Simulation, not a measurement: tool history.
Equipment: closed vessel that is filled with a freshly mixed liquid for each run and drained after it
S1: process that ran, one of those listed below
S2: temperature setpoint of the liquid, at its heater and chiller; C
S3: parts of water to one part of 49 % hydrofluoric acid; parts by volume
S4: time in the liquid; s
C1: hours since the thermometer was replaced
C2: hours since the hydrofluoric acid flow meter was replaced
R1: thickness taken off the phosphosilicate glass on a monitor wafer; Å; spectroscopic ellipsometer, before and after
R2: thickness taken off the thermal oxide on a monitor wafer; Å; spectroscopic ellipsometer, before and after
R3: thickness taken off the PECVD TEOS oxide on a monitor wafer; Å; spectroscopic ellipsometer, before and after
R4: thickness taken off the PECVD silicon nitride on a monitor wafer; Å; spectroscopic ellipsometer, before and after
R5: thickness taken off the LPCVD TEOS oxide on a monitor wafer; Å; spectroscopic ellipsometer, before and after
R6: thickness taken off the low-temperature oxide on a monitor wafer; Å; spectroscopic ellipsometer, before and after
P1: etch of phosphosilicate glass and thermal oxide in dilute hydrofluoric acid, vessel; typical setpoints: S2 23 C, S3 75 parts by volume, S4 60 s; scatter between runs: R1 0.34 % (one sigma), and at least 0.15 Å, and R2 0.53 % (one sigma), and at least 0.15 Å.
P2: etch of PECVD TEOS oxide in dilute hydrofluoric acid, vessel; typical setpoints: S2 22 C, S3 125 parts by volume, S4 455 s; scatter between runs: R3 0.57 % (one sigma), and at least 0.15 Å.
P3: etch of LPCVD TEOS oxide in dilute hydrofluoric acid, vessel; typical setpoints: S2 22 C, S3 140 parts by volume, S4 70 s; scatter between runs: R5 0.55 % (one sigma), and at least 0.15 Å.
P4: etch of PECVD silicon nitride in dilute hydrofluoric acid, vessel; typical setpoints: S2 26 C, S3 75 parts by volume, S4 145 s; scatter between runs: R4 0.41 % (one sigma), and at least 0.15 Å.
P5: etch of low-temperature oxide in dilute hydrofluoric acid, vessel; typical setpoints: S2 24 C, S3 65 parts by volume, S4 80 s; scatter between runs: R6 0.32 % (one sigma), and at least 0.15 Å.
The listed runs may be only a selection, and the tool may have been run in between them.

run 1 hour=7.1 | S1=P1 S2=23 S3=75 S4=60 | C1=690.2 C2=422.3 | R1=1584.9 R2=37.592
run 2 hour=12.6 | S1=P2 S2=22 S3=125 S4=455 | C1=695.7 C2=427.8 | R3=611.17
run 3 hour=18.2 | S1=P4 S2=26 S3=75 S4=145 | C1=701.3 C2=433.4 | R4=68.651
run 4 hour=22.3 | S1=P4 S2=26 S3=45 S4=145 | C1=705.4 C2=437.5 | R4=113.06
run 5 hour=28.9 | S1=P3 S2=27.5 S3=140 S4=70 | C1=712 C2=444.1 | R5=245.19
run 6 hour=32.7 | S1=P1 S2=23 S3=75 S4=60 | C1=715.8 C2=447.9 | R1=1586.2 R2=37.573
run 7 hour=37.9 | S1=P2 S2=27.5 S3=125 S4=455 | C1=721 C2=453.1 | R3=746.33
run 8 hour=42.3 | S1=P1 S2=29.5 S3=130 S4=60 | C1=725.4 C2=457.5 | R1=1097.4 R2=25.558
run 9 hour=46.8 | S1=P1 S2=30 S3=75 S4=60 | C1=729.9 C2=462 | R1=2089.1 R2=49.095
run 10 hour=55 | S1=P2 S2=22 S3=125 S4=750 | C1=738.1 C2=470.2 | R3=995.75
run 11 hour=62.1 | S1=P1 S2=23 S3=75 S4=60 | C1=745.2 C2=477.3 | R1=1596.1 R2=37.112
run 12 hour=66.4 | S1=P2 S2=22 S3=200 S4=455 | C1=749.5 C2=481.6 | R3=349.49
run 13 hour=72.1 | S1=P5 S2=24 S3=65 S4=80 | C1=755.2 C2=487.3 | R6=337.57
run 14 hour=79 | S1=P1 S2=23 S3=75 S4=60 | C1=762.1 C2=494.2 | R1=1579 R2=36.843
run 15 hour=84.5 | S1=P5 S2=24 S3=110 S4=80 | C1=767.6 C2=499.7 | R6=188.93
run 16 hour=88.4 | S1=P4 S2=21.5 S3=75 S4=145 | C1=771.5 C2=503.6 | R4=50.805
run 17 hour=94.3 | S1=P5 S2=24 S3=65 S4=130 | C1=777.4 C2=509.5 | R6=553.51
run 18 hour=98.2 | S1=P3 S2=22 S3=140 S4=100 | C1=781.3 C2=513.4 | R5=283.04
run 19 hour=105.6 | S1=P3 S2=22 S3=140 S4=70 | C1=788.7 C2=520.8 | R5=197.34
run 20 hour=110.6 | S1=P4 S2=26 S3=75 S4=145 | C1=793.7 C2=525.8 | R4=68.758
run 21 hour=116 | S1=P1 S2=23 S3=75 S4=60 | C1=799.1 C2=531.2 | R1=1585.2 R2=36.798
run 22 hour=120 | S1=P5 S2=31 S3=65 S4=80 | C1=803.1 C2=535.2 | R6=446.23
run 23 hour=126.7 | S1=P1 S2=23 S3=75 S4=60 | C1=809.8 C2=541.9 | R1=1587.3 R2=36.774
run 24 hour=133.1 | S1=P1 S2=23 S3=105 S4=60 | C1=816.2 C2=548.3 | R1=1102.2 R2=25.359
run 25 hour=140 | S1=P4 S2=26 S3=75 S4=70 | C1=823.1 C2=555.2 | R4=32.971
-- hour=140.4 thermometer replaced
run 26 hour=145.1 | S1=P1 S2=23 S3=20 S4=60 | C1=4.7 C2=560.3 | R1=6394.5 R2=150.21
run 27 hour=149.1 | S1=P3 S2=22 S3=190 S4=70 | C1=8.7 C2=564.3 | R5=136.91
run 28 hour=152.7 | S1=P1 S2=18.5 S3=75 S4=60 | C1=12.3 C2=567.9 | R1=1314.4 R2=30.853
run 29 hour=157.4 | S1=P3 S2=22 S3=140 S4=70 | C1=17 C2=572.6 | R5=197.18
run 30 hour=163.7 | S1=P5 S2=24 S3=65 S4=80 | C1=23.3 C2=578.9 | R6=337.38
run 31 hour=169.2 | S1=P1 S2=23 S3=75 S4=105 | C1=28.8 C2=584.4 | R1=2751.3 R2=64.744
run 32 hour=175.7 | S1=P1 S2=23 S3=75 S4=30 | C1=35.3 C2=590.9 | R1=791.06 R2=18.229
run 33 hour=183.6 | S1=P1 S2=23 S3=75 S4=60 | C1=43.2 C2=598.8 | R1=1578.6 R2=36.719
run 34 hour=187.4 | S1=P1 S2=23 S3=75 S4=60 | C1=47 C2=602.6 | R1=1575.7 R2=37.128
run 35 hour=195.4 | S1=P1 S2=23 S3=75 S4=60 | C1=55 C2=610.6 | R1=1662.8 R2=38.888
run 36 hour=203.7 | S1=P1 S2=23 S3=75 S4=60 | C1=63.3 C2=618.9 | R1=1703.2 R2=39.561
run 37 hour=208.8 | S1=P1 S2=23 S3=75 S4=60 | C1=68.4 C2=624 | R1=1711.6 R2=40.552
run 38 hour=213.8 | S1=P1 S2=23 S3=75 S4=60 | C1=73.4 C2=629 | R1=1719.7 R2=40.618
run 39 hour=219.6 | S1=P1 S2=23 S3=75 S4=60 | C1=79.2 C2=634.8 | R1=1724 R2=40.165
run 40 hour=226.5 | S1=P1 S2=23 S3=75 S4=60 | C1=86.1 C2=641.7 | R1=1725.3 R2=41
run 41 hour=230.7 | S1=P1 S2=23 S3=75 S4=60 | C1=90.3 C2=645.9 | R1=1741.2 R2=40.267
run 42 hour=237.3 | S1=P1 S2=23 S3=75 S4=60 | C1=96.9 C2=652.5 | R1=1734.7 R2=40.875

Something has made what P1 gives creep away from where it was; the 2 causes below, each at its own stated size, fit the log equally well:
A: hydrofluoric acid flow above the setpoint (%) = 8.78
B: liquid hotter than its thermometer reads (K) = 2.28
The gradual shift began around hour 187.4.

Listed below are the offered check runs, one wafer per run, with question marks in place of results. For which of them would the causes give clearly different outcomes?
run check 1 hour=243.9 | S1=P2 S2=22 S3=125 S4=455 | R3=?
run check 2 hour=243.9 | S1=P3 S2=22 S3=140 S4=70 | R5=?
run check 3 hour=243.9 | S1=P4 S2=26 S3=75 S4=145 | R4=?
run check 4 hour=243.9 | S1=P5 S2=24 S3=65 S4=80 | R6=?

Check results expected under each cause:
check=check_1 result=R3 if_A=667.02 if_B=662.9
check=check_2 result=R5 if_A=217.09 if_B=215.31
check=check_3 result=R4 if_A=74.27 if_B=79.268
check=check_4 result=R6 if_A=370.7 if_B=371
Per-check spread between the two closest causes, in the result where they differ most: check 1 0.62 %; check 2 0.82 %; check 3 6.51 %; check 4 0.08 %
Check 3 tells the causes apart: in the others they would give nearly the same result.

Check 3 was then run and gave: R4 74.089 Å. Which cause is it?

A is the cause: hydrofluoric acid flow above the setpoint (%).
